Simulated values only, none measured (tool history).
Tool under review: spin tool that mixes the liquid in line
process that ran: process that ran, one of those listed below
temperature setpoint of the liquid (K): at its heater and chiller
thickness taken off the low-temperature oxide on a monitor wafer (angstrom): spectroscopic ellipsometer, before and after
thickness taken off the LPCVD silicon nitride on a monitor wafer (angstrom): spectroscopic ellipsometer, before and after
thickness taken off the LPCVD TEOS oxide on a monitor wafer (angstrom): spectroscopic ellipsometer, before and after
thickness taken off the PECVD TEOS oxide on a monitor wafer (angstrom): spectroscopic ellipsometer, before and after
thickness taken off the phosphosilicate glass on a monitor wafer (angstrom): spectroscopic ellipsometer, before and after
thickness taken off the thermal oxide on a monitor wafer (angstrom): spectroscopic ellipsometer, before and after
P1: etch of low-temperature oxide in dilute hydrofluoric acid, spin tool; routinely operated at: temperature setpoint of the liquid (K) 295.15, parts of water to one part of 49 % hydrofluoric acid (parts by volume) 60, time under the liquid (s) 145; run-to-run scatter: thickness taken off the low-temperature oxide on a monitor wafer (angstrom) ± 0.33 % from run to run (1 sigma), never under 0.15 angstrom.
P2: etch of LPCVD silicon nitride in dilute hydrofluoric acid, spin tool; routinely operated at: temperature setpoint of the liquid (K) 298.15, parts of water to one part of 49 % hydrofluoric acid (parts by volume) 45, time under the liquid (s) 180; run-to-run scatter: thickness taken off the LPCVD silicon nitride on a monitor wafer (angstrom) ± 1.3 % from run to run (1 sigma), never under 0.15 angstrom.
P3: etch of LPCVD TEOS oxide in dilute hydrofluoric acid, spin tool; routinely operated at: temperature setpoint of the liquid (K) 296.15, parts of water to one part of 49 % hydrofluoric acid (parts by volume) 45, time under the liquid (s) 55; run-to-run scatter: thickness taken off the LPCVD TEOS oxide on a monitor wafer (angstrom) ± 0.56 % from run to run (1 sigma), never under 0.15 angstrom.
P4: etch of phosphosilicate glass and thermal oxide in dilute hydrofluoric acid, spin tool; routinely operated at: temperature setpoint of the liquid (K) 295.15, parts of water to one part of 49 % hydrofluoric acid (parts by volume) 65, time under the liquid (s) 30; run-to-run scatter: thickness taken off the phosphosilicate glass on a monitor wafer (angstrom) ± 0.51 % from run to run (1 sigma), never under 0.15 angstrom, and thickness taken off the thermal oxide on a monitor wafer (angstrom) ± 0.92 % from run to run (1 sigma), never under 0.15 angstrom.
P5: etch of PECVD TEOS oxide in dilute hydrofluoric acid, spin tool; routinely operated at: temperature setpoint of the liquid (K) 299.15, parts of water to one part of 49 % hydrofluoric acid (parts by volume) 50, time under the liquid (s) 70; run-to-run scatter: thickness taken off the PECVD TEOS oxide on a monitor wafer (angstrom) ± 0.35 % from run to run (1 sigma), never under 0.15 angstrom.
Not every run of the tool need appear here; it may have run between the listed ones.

run	hour	process that ran	temperature setpoint of the liquid (K)	parts of water to one part of 49 % hydrofluoric acid (parts by volume)	time under the liquid (s)	hours since the thermometer was replaced	hours since the hydrofluoric acid flow meter was replaced	thickness taken off the low-temperature oxide on a monitor wafer (angstrom)	thickness taken off the LPCVD silicon nitride on a monitor wafer (angstrom)	thickness taken off the LPCVD TEOS oxide on a monitor wafer (angstrom)	thickness taken off the PECVD TEOS oxide on a monitor wafer (angstrom)	thickness taken off the phosphosilicate glass on a monitor wafer (angstrom)	thickness taken off the thermal oxide on a monitor wafer (angstrom)
1	11.8	P1	295.15	60	145	664.3	616.9	416.12					
2	26.8	P2	298.15	45	85	679.3	631.9		9.4565				
3	42.7	P1	295.15	60	145	695.2	647.8	418.41					
4	56.5	P3	296.15	45	85	709.0	661.6			534.79			
5	71.3	P5	299.15	50	70	723.8	676.4				412.43		
6	87.9	P5	299.15	50	70	740.4	693.0				411.64		
7	100.6	P1	295.15	60	275	753.1	705.7	786.82					
8	117.9	P2	293.15	45	180	770.4	723.0		14.7330				
9	136.7	P1	300.15	60	145	789.2	741.8	509.00					
10	152.4	P4	295.15	65	45	804.9	757.5					885.13	33.117
11	164.0	P1	291.65	60	210	816.5	769.1	520.68					
12	181.7	P5	293.15	50	70	834.2	786.8				319.53		
13	195.8	P3	296.15	25	55	848.3	800.9			633.60			
14	204.2	P5	299.15	25	70	856.7	809.3				848.09		
15	221.0	P3	296.15	45	55	873.5	826.1			348.21			
16	238.8	P5	299.15	50	25	891.3	843.9				145.27		
17	249.8	P1	300.65	90	145	902.3	854.9	333.61					
18	266.1	P1	295.15	60	55	918.6	871.2	157.72					
19	282.4	P2	298.15	45	180	934.9	887.5		21.0790				
20	297.3	P1	295.15	60	145	949.8	902.4	415.53					
21	313.5	P1	295.15	60	145	966.0	918.6	418.92					
22	330.7	P4	290.15	65	30	983.2	935.8					479.28	17.637
23	344.7	P1	290.15	60	145	997.2	949.8	336.66					

Run 24 comes next. What will it give?
24	356.7	P3	290.15	45	55	1009.2	961.8			?			

{"run 24": {"thickness taken off the LPCVD TEOS oxide on a monitor wafer (angstrom)": 269.02}}
